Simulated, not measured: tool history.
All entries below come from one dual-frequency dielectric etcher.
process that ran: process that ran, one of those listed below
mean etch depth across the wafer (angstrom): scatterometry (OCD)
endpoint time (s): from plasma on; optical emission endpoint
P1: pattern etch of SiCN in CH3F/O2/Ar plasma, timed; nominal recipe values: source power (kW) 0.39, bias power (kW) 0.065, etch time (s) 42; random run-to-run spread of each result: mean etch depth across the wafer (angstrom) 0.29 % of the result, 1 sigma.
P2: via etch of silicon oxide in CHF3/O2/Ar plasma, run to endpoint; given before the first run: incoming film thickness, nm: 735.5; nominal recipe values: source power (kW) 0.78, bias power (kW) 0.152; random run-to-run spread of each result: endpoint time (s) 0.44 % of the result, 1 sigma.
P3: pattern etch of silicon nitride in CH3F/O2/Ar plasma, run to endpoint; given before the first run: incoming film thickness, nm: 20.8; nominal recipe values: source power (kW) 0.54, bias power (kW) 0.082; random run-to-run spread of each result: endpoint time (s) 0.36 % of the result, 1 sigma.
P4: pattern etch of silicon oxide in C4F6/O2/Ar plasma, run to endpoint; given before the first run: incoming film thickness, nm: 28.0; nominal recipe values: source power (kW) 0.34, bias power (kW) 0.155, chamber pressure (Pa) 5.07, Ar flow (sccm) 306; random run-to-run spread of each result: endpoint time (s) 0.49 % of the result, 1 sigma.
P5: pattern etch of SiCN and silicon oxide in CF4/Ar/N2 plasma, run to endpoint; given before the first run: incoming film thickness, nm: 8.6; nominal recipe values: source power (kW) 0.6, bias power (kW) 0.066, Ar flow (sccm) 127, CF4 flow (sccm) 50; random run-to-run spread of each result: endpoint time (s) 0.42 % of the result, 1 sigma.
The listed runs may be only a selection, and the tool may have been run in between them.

run   hour  process that ran  source power (kW)  bias power (kW)  etch time (s)  chamber pressure (Pa)  Ar flow (sccm)  CF4 flow (sccm)  hours since the last wet clean  hours since the last source power generator calibration  hours since the last bias power generator calibration  mean etch depth across the wafer (angstrom)  endpoint time (s)
  1    8.8                P1               0.39            0.065             42                                                                                   122.9                                                      328                                                 1187.2                                       148.77
  2   16.6                P4               0.45            0.155                                  5.07             306                                            130.7                                                    335.8                                                   1195                                                          9.0592
  3   25.6                P1                0.5            0.065             42                                                                                   139.7                                                    344.8                                                   1204                                       163.16
  4   31.2                P2               1.02            0.152                                                                                                  145.3                                                    350.4                                                 1209.6                                                          319.94
  5     37                P1               0.52            0.041             42                                                                                   151.1                                                    356.2                                                 1215.4                                       143.38
  6   41.2                P5                0.6            0.066                                                   127               62                           155.3                                                    360.4                                                 1219.6                                                          8.4488
  7   45.7                P4               0.34            0.155                                  7.13             306                                            159.8                                                    364.9                                                 1224.1                                                          10.663
  8   50.9                P1               0.39            0.088             42                                                                                     165                                                    370.1                                                 1229.3                                       166.28
  9   59.9                P1               0.39            0.065             42                                                                                     174                                                    379.1                                                 1238.3                                       148.16
 10   67.4                P4               0.34            0.155                                  5.07             306                                            181.5                                                    386.6                                                 1245.8                                                          10.087
 11   73.8                P1               0.39            0.065             42                                                                                   187.9                                                      393                                                 1252.2                                       149.02
 12     78                P4               0.34            0.155                                  5.07             428                                            192.1                                                    397.2                                                 1256.4                                                          10.498
 13     82                P3               0.54            0.064                                                                                                  196.1                                                    401.2                                                 1260.4                                                          27.033
 14   87.9                P2               0.78            0.152                                                                                                    202                                                    407.1                                                 1266.3                                                          352.24
 15   95.4                P1               0.39            0.048             42                                                                                   209.5                                                    414.6                                                 1273.8                                       134.05
 16  102.7                P1               0.31            0.065             42                                                                                   216.8                                                    421.9                                                 1281.1                                       135.83
 17  110.8                P2               0.78            0.207                                                                                                  224.9                                                      430                                                 1289.2                                                          321.03
 18  117.1                P1               0.39            0.065             42                                                                                   231.2                                                    436.3                                                 1295.5                                       148.98
 19  123.6                P5                0.6            0.066                                                   168               50                           237.7                                                    442.8                                                   1302                                                          9.2132
 20  131.9                P1               0.39            0.065             42                                                                                     246                                                    451.1                                                 1310.3                                        149.2
 21  139.2                P1               0.39            0.065             30                                                                                   253.3                                                    458.4                                                 1317.6                                       106.42
 22  145.7                P5               0.39            0.066                                                   127               50                           259.8                                                    464.9                                                 1324.1                                                          12.713
 23  152.7                P1               0.39            0.065             42                                                                                   266.8                                                    471.9                                                 1331.1                                       148.53
 24    160                P3               0.39            0.082                                                                                                  274.1                                                    479.2                                                 1338.4                                                          28.262
 25  165.5                P3               0.54            0.082                                                                                                  279.6                                                    484.7                                                 1343.9                                                          24.982
 26  170.3                P5                0.6            0.088                                                   127               50                           284.4                                                    489.5                                                 1348.7                                                          7.9317
 27  178.8                P4               0.34             0.19                                  5.07             306                                            292.9                                                      498                                                 1357.2                                                          9.5803
 28  187.5                P1               0.39            0.065           58.5                                                                                   301.6                                                    506.7                                                 1365.9                                       208.08
 29  194.4                P5                0.6            0.066                                                   127               50                           308.5                                                    513.6                                                 1372.8                                                          8.7699
 30  202.3                P1               0.39            0.065             42                                                                                   316.4                                                    521.5                                                 1380.7                                       148.65
 31  209.8                P1               0.39            0.065             42                                                                                   323.9                                                      529                                                 1388.2                                       147.57
 32  215.5                P1               0.39            0.065             42                                                                                   329.6                                                    534.7                                                 1393.9                                        146.8
 33  221.8                P1               0.39            0.065             42                                                                                   335.9                                                      541                                                 1400.2                                       146.19
 34  229.9                P1               0.39            0.065             42                                                                                     344                                                    549.1                                                 1408.3                                       146.03
     234.5  -- wet clean of the chamber
 35  236.2                P1               0.39            0.065             42                                                                                     1.8                                                    555.4                                                 1414.6                                       146.49
 36  245.1                P1               0.39            0.065             42                                                                                    10.7                                                    564.3                                                 1423.5                                       146.29
 37  249.9                P1               0.39            0.065             42                                                                                    15.5                                                    569.1                                                 1428.3                                       146.55

What P1 gives has crept off from where it sat before. The 2 causes that follow fit the log equally well, each at the size noted:
A: bias power that arrives under what is set, % = 4.56
B: source power that arrives under what is set, % = 4.16
The drift started at roughly hour 202.3.
Excluded causes, each with its reason:
chamber walls in a state that lowers the etch rate, %: was serviced at hour 234.5, once the creep was under way, yet the earlier output never came back

Consider the 4 check runs below, whose results appear as question marks and each of which averages 3 wafers. Which one distinguishes the causes, in that each cause would give it a clearly different result?
check 1  254.7                P3               0.54            0.082                                                                                                                                                                                                                                                                                      ?
check 2  254.7                P2               0.78            0.152                                                                                                                                                                                                                                                                                      ?
check 3  254.7                P5                0.6            0.066                                                   127               50                                                                                                                                                                                                               ?
check 4  254.7                P4               0.34            0.155                                  5.07             306                                                                                                                                                                                                                                ?

Predicted outcomes, by check and by cause:
  check             result    if A    if B
check 1  endpoint time (s)  25.468  25.471
check 2  endpoint time (s)  359.48   360.1
check 3  endpoint time (s)  8.9111  9.0968
check 4  endpoint time (s)  10.309  10.333
Separation of the two closest causes in each check, using whichever result separates them best: check 1 0.01 %; check 2 0.17 %; check 3 2.06 %; check 4 0.23 %
Check 3 distinguishes between the causes, while the remaining checks would return nearly the same result for all of them.

Check 3 has now been run. It gave: endpoint time (s) 9.0854. Which of the candidate causes is it?

The cause is B: source power that arrives under what is set, %.
